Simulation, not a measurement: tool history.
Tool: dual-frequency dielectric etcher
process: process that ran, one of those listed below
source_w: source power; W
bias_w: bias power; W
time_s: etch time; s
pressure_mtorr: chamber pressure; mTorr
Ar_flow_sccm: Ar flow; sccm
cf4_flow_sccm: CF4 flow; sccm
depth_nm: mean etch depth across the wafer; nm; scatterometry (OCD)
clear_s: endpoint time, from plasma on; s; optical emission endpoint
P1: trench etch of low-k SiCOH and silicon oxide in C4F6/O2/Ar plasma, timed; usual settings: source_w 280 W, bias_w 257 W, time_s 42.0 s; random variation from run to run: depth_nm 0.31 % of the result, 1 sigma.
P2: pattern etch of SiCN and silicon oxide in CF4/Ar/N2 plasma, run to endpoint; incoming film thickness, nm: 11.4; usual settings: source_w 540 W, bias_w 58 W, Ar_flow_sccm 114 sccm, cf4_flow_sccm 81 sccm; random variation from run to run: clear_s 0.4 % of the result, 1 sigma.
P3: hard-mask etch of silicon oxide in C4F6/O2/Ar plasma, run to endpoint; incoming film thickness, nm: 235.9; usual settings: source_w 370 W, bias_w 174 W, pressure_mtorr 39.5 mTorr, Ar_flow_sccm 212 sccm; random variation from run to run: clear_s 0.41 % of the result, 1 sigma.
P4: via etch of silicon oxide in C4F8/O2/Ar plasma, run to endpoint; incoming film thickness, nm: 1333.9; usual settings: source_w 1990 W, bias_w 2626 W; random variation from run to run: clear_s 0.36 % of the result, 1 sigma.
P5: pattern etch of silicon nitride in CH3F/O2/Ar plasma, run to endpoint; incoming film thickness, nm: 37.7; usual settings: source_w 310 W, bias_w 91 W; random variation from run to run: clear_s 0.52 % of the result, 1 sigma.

run,hour,process,source_w,bias_w,time_s,pressure_mtorr,Ar_flow_sccm,cf4_flow_sccm,hours since the last wet clean,hours since the last source power generator calibration,hours since the last bias power generator calibration,depth_nm,clear_s
1,13.2,P1,280,257,42.0,,,,67.4,1277.2,2171.0,130.680,
2,21.1,P1,280,257,42.0,,,,75.3,1285.1,2178.9,130.190,
3,29.8,P1,280,152,42.0,,,,84.0,1293.8,2187.6,109.600,
4,39.5,P1,280,343,42.0,,,,93.7,1303.5,2197.3,144.330,
5,53.8,P1,280,257,42.0,,,,108.0,1317.8,2211.6,131.380,
6,66.3,P1,340,257,42.0,,,,120.5,1330.3,2224.1,140.700,
7,80.2,P3,370,174,,39.5,212,,134.4,1344.2,2238.0,,78.4710
8,94.0,P2,540,58,,,114,81,148.2,1358.0,2251.8,,11.8550
# hour 98.7: wet clean of the chamber
9,102.5,P4,1990,2626,,,,,3.9,1366.5,2260.3,,248.9500
10,113.1,P4,1990,3631,,,,,14.5,1377.1,2270.9,,226.4100
11,128.3,P2,730,58,,,114,81,29.7,1392.3,2286.1,,8.9965
12,142.9,P5,210,91,,,,,44.3,1406.9,2300.7,,61.7860
13,157.5,P1,280,257,42.0,,,,58.9,1421.5,2315.3,130.850,
14,170.6,P2,540,58,,,114,100,72.0,1434.6,2328.4,,11.5160
15,184.7,P1,340,257,24.0,,,,86.1,1448.7,2342.5,80.427,
16,192.9,P1,350,257,61.0,,,,94.3,1456.9,2350.7,207.130,
17,206.7,P1,280,332,24.5,,,,108.1,1470.7,2364.5,83.453,
18,221.7,P2,540,58,,,114,81,123.1,1485.7,2379.5,,11.8590
19,228.7,P3,370,174,,29.0,212,,130.1,1492.7,2386.5,,75.8210
20,241.5,P1,280,257,42.0,,,,142.9,1505.5,2399.3,131.320,
21,252.5,P2,540,58,,,147,81,153.9,1516.5,2410.3,,12.4030
22,266.7,P5,310,91,,,,,168.1,1530.7,2424.5,,53.5020
23,274.2,P3,370,174,,39.5,127,,175.6,1538.2,2432.0,,74.3860
24,290.2,P3,370,174,,39.5,212,,191.6,1554.2,2448.0,,78.8260

The next listed run, before its measurement:
25,301.3,P1,180,257,42.0,,,,202.7,1565.3,2459.1,?,

Run 25 gave depth_nm 110.300 nm.

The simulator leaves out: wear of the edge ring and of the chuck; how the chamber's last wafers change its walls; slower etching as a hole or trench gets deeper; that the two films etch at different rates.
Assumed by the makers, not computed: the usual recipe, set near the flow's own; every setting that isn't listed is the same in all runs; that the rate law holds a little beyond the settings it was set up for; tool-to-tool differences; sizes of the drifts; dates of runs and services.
